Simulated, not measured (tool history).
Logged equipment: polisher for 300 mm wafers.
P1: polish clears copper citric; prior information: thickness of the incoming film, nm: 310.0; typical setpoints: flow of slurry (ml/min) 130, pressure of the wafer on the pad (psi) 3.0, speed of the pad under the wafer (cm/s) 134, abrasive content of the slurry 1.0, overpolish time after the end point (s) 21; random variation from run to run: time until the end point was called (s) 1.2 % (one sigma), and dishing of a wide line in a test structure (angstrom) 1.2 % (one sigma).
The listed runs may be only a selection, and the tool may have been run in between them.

run	hour	flow of slurry (ml/min)	pressure of the wafer on the pad (psi)	speed of the pad under the wafer (cm/s)	abrasive content of the slurry	overpolish time after the end point (s)	wafers polished on this pad	hours since the slurry nozzle was cleaned	hours since the head pressure was calibrated	hours since the slurry blender was calibrated	time until the end point was called (s)	dishing of a wide line in a test structure (angstrom)
1	17.8	130	3.0	134	1.0	21	1100	699.9	188.7	211.4	92.766	468.01
2	26.2	130	3.0	134	1.0	21	1165	708.3	197.1	219.8	89.825	470.75
3	37.7	130	3.0	74	1.0	21	1255	719.8	208.6	231.3	166.060	285.73
4	47.3	130	3.0	134	1.0	21	1329	729.4	218.2	240.9	92.951	478.86
5	60.4	130	4.6	134	1.0	21	1431	742.5	231.3	254.0	59.684	666.32
6	76.4	130	1.7	134	1.0	21	1555	758.5	247.3	270.0	156.920	279.34
7	89.2	130	3.0	134	1.0	21	1654	771.3	260.1	282.8	92.098	470.05
8	105.1	130	3.0	134	1.0	21	1777	787.2	276.0	298.7	91.273	467.56
9	114.2	130	3.0	84	1.0	38	1848	796.3	285.1	307.8	145.900	516.03
10	131.2	130	3.0	134	1.0	43	1979	813.3	302.1	324.8	91.041	769.82
11	139.2	130	3.0	134	0.6	21	2041	821.3	310.1	332.8	101.960	430.52
12	152.7	130	3.0	178	1.0	21	2146	834.8	323.6	346.3	67.513	569.13
13	162.9	130	3.0	134	1.0	6	2225	845.0	333.8	356.5	91.521	155.51
14	180.0	195	3.0	134	1.0	21	2358	862.1	350.9	373.6	84.378	498.22
15	198.0	80	3.0	134	1.0	21	2497	880.1	368.9	391.6	104.540	423.42
16	207.5	130	3.0	134	1.4	21	2571	889.6	378.4	401.1	84.959	496.74

Run 17 is up next; what results do you expect?
17	221.3	130	3.0	134	1.0	21	2678	903.4	392.2	414.9	?	?

time until the end point was called (s): 91.929
dishing of a wide line in a test structure (angstrom): 469.55
